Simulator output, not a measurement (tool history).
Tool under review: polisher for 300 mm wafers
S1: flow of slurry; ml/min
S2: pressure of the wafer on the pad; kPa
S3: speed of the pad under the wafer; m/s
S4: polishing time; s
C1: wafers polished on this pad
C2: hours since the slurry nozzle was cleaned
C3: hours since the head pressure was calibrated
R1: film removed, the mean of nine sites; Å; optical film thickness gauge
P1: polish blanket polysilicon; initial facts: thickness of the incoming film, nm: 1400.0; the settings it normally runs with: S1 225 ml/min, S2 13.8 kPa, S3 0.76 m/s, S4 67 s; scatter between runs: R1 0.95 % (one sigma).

run   hour   S1    S2    S3   S4    C1     C2     C3      R1
  1   12.6  225  13.8  0.76   67   843  201.1  342.6  2649.9
  2   29.2  135  13.8  0.76   67  1007  217.7  359.2  2466.8
  3   40.0  225  13.8  0.76   67  1114  228.5  370.0  2635.5
  4   52.2  355  13.8  0.76   67  1235  240.7  382.2  2802.4
  5   60.2  135  13.8  0.76   83  1314  248.7  390.2  2983.0
  6   73.1  225  13.8  0.76   67  1442  261.6  403.1  2586.9
  7   87.8  225  13.8  0.76  100  1588  276.3  417.8  4022.9
  8   98.2  225  13.8  0.76   67  1691  286.7  428.2  2677.4
  9  113.8  225  21.4  0.76   67  1846  302.3  443.8  4127.0
 10  121.8  225   6.2  0.76   67  1925  310.3  451.8  1197.0
 11  129.0  225  13.8  1.16   67  1996  317.5  459.0  4025.2
 12  139.0  225  13.8  0.54   67  2095  327.5  469.0  1881.2
 13  149.3  225  13.8  0.76   43  2197  337.8  479.3  1681.6
     150.1  -- head pressure recalibrated
 14  159.9  225  13.8  0.76   67  2302  348.4    9.9  2647.5
 15  173.7  225  13.8  0.76   67  2439  362.2   23.7  2637.0

What does the tool deliver on the next run?
 16  187.7  225  13.8  0.76  67  2578  376.2  37.7   ?

R1: 2621.4 Å
